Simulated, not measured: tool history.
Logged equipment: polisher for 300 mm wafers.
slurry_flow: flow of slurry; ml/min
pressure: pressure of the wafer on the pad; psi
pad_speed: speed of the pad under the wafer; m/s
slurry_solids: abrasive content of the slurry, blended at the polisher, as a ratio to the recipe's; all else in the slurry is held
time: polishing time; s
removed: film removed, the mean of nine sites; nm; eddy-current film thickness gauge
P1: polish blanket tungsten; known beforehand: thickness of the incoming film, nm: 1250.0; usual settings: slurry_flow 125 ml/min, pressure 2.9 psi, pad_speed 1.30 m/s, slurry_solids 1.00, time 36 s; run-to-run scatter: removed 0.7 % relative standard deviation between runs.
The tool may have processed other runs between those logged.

run	hour	slurry_flow	pressure	pad_speed	slurry_solids	time	removed
1	5.6	125	2.9	1.30	1.00	36	175.980
2	15.5	125	2.9	1.76	1.00	36	234.330
3	25.6	125	2.9	1.30	0.50	36	149.690
4	32.5	125	2.9	1.30	1.00	36	173.180
5	38.7	125	2.9	1.30	1.00	16	77.865
6	44.1	125	2.9	1.30	1.00	57	272.380
7	50.4	125	2.9	1.30	1.00	36	174.440
8	55.9	125	2.9	1.30	1.25	36	183.030
9	64.4	165	2.9	1.30	1.00	36	183.400
# hour 69.7: worn pad replaced by a new one
10	70.6	75	2.9	1.30	0.80	36	144.170
11	77.9	125	4.5	1.30	1.00	36	269.240
12	87.9	125	2.9	1.30	1.00	36	177.720
13	93.9	75	2.9	1.30	1.00	36	153.080
14	99.8	125	1.3	1.30	1.00	36	78.214
15	107.0	125	2.9	1.30	1.00	36	174.880
16	113.5	180	2.9	0.90	1.00	36	128.120
17	123.2	125	2.9	1.30	1.45	17	89.869
18	130.9	125	2.9	0.96	1.00	36	127.040
19	137.9	125	2.9	1.30	1.00	36	172.030
20	145.4	125	2.9	1.30	1.00	36	162.740
21	152.1	125	2.9	1.30	1.00	36	159.740
# hour 153.0: slurry blender recalibrated
# hour 154.6: slurry tank refilled with fresh slurry and peroxide
# hour 155.1: worn pad replaced by a new one
22	159.9	125	2.9	1.30	1.00	36	154.750
23	165.8	125	2.9	1.30	1.00	36	157.030
24	171.8	125	2.9	1.30	1.00	36	153.890
25	179.3	125	2.9	1.30	1.00	36	156.180

P1 has crept away from where it was. The log is fitted equally well by each of these 2 causes, at the sizes shown:
A: head's pressure below its setpoint, % = 11.5
B: slurry flow missing at the pad, % = 38.1
The drift started at roughly hour 137.9.
Why every other cause is out:
removal rate lost through wear of the pad, %: serviced at hour 155.1, after the change had begun; the process did not return to its earlier output
abrasive missing from the slurry, %: serviced at hour 153.0, after the change had begun; the process did not return to its earlier output
peroxide lost from the slurry, %: serviced at hour 154.6, after the change had begun; the process did not return to its earlier output

Which of the check runs below tells the causes apart, meaning the causes would give it clearly different results? Each run uses 5 wafers whose results are averaged, and each result is shown as a question mark.
check 1	186.8	125	2.9	1.30	1.00	55	?
check 2	186.8	125	4.4	1.30	1.00	36	?
check 3	186.8	125	2.9	1.30	0.60	18	?
check 4	186.8	160	2.9	1.30	1.00	24	?

If the cause were each of the candidates in turn, the checks would give the following:
check	result	if A	if B
check 1	removed	235.790	235.780
check 2	removed	234.170	234.160
check 3	removed	68.596	68.593
check 4	removed	107.650	110.270
Gap, in per cent, between the two causes that each check separates least, read from the result that separates them most: check 1 0 %; check 2 0 %; check 3 0 %; check 4 2.41 %
Of the check runs offered, only check 4 discriminates between the causes; the rest would read about the same regardless of which cause applies.

With check 4 done, the readings were: removed 107.750 nm. Identify which of the listed causes applies.

The cause is A: head's pressure below its setpoint, %.
